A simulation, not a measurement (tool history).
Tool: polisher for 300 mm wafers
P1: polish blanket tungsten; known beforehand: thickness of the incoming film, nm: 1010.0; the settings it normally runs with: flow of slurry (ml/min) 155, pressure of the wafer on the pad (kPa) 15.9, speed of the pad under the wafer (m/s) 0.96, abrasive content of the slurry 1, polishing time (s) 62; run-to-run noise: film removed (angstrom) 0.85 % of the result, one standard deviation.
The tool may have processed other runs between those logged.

run   hour  flow of slurry (ml/min)  pressure of the wafer on the pad (kPa)  speed of the pad under the wafer (m/s)  abrasive content of the slurry  polishing time (s)  wafers polished on this pad  hours since the slurry nozzle was cleaned  hours since the head pressure was calibrated  hours since the slurry blender was calibrated  hours since the slurry got fresh peroxide  film removed (angstrom)
  1   11.5                      155                                    15.9                                    0.96                               1                  62                          896                                      172.4                                         302.9                                          301.9                                       38.1                     1463
  2   20.8                      195                                    15.9                                    0.96                            0.55                  62                         1001                                      181.7                                         312.2                                          311.2                                       47.4                   1341.7
  3     27                      155                                    15.9                                    0.96                            0.55                  62                         1071                                      187.9                                         318.4                                          317.4                                       53.6                   1284.9
  4   33.2                      155                                    15.9                                    0.96                            1.45                  62                         1141                                      194.1                                         324.6                                          323.6                                       59.8                   1645.2
  5   41.8                      155                                    15.9                                    0.96                               1                  62                         1238                                      202.7                                         333.2                                          332.2                                       68.4                   1467.3
  6   51.5                      155                                    15.9                                    0.96                               1                  62                         1348                                      212.4                                         342.9                                          341.9                                       78.1                     1487
  7   57.8                      155                                    24.1                                    0.56                               1                  62                         1419                                      218.7                                         349.2                                          348.2                                       84.4                   1306.2
  8     66                      155                                    15.9                                    0.96                               1                  96                         1511                                      226.9                                         357.4                                          356.4                                       92.6                   2238.1
  9   71.6                      155                                    15.9                                    0.96                               1                  62                         1574                                      232.5                                           363                                            362                                       98.2                   1474.9
 10   77.8                      245                                    15.9                                    0.96                               1                  62                         1644                                      238.7                                         369.2                                          368.2                                      104.4                     1550
 11   85.7                      155                                    15.9                                    0.96                               1                  62                         1734                                      246.6                                         377.1                                          376.1                                      112.3                   1445.8
      89.1  -- head pressure recalibrated
 12   94.7                      155                                    24.8                                    0.96                               1                  62                         1835                                      255.6                                           5.7                                          385.1                                      121.3                   2332.4
 13  103.1                      110                                    15.9                                    0.96                               1                  62                         1930                                        264                                          14.1                                          393.5                                      129.7                   1383.4
 14  113.5                      155                                       9                                    0.96                               1                  62                         2047                                      274.4                                          24.5                                          403.9                                      140.1                   835.89
 15  121.3                      155                                    15.9                                    0.44                               1                  62                         2135                                      282.2                                          32.3                                          411.7                                      147.9                   687.45
 16  129.2                      155                                    15.9                                    0.96                               1                  62                         2225                                      290.1                                          40.2                                          419.6                                      155.8                   1463.9
 17  136.3                      155                                    15.9                                    0.96                               1                  62                         2305                                      297.2                                          47.3                                          426.7                                      162.9                   1488.1
 18  144.5                      155                                    15.9                                    0.96                               1                  34                         2397                                      305.4                                          55.5                                          434.9                                      171.1                   806.99
 19  154.8                      155                                    15.9                                    1.38                               1                  62                         2513                                      315.7                                          65.8                                          445.2                                      181.4                   2101.6
 20  165.1                      155                                    15.9                                    0.96                               1                  62                         2630                                        326                                          76.1                                          455.5                                      191.7                   1457.9
 21  172.9                      155                                    15.9                                    0.96                               1                  62                         2718                                      333.8                                          83.9                                          463.3                                      199.5                   1411.1
 22  179.7                      155                                    15.9                                    0.96                               1                  62                         2794                                      340.6                                          90.7                                          470.1                                      206.3                   1387.6
     182.1  -- slurry tank refilled with fresh slurry and peroxide
 23  185.1                      155                                    15.9                                    0.96                               1                  62                         2855                                        346                                          96.1                                          475.5                                        3.1                   1374.8
       186  -- slurry blender recalibrated
 24  194.3                      155                                    15.9                                    0.96                               1                  62                         2959                                      355.2                                         105.3                                            8.3                                       12.3                   1359.2
     195.2  -- worn pad replaced by a new one
 25  203.2                      155                                    15.9                                    0.96                               1                  62                           90                                      364.1                                         114.2                                           17.2                                       21.2                   1349.6
 26  211.7                      155                                    15.9                                    0.96                               1                  62                          186                                      372.6                                         122.7                                           25.7                                       29.7                   1339.9

P1 no longer gives what it gave before; its output has crept away from where it was. The following 2 causes, each at its listed size, fit the log equally well:
A: slurry flow missing at the pad, % = 34.8
B: head's pressure below its setpoint, % = 8.36
The onset of the drift is placed at about hour 165.1.
The rest of the possible causes, and what rules out each one:
removal rate lost through wear of the pad, %: serviced at hour 195.2, after the drift had started, without restoring the earlier output
abrasive missing from the slurry, %: serviced at hour 186, after the drift had started, without restoring the earlier output
peroxide lost from the slurry, %: serviced at hour 182.1, after the drift had started, without restoring the earlier output

Of the 4 check runs below, each run on 5 wafers with the results averaged and each result still a question mark, which one would tell the listed causes apart?
check 1  220.2                      155                                    15.9                                    0.46                               1                  62                                                                                                                                                                                                                                        ?
check 2  220.2                      155                                    15.9                                    1.36                               1                  62                                                                                                                                                                                                                                        ?
check 3  220.2                      235                                    15.9                                    0.96                            1.25                  62                                                                                                                                                                                                                                        ?
check 4  220.2                      155                                    22.8                                    0.54                               1                  62                                                                                                                                                                                                                                        ?

If the cause were each of the candidates in turn, the checks would give the following:
  check                   result    if A    if B
check 1  film removed (angstrom)  647.47  647.59
check 2  film removed (angstrom)  1914.3  1914.6
check 3  film removed (angstrom)  1552.6  1510.1
check 4  film removed (angstrom)  1090.5  1090.7
Smallest distance between any two causes, each pair judged by its most separating result, in per cent: check 1 0.02 %; check 2 0.02 %; check 3 2.77 %; check 4 0.02 %
Of the check runs offered, only check 3 discriminates between the causes; the rest would read about the same regardless of which cause applies.

Check 3 has now been run. It gave: film removed (angstrom) 1517.6. Which of the candidate causes is it?

Of the candidate causes, it is B: head's pressure below its setpoint, %.

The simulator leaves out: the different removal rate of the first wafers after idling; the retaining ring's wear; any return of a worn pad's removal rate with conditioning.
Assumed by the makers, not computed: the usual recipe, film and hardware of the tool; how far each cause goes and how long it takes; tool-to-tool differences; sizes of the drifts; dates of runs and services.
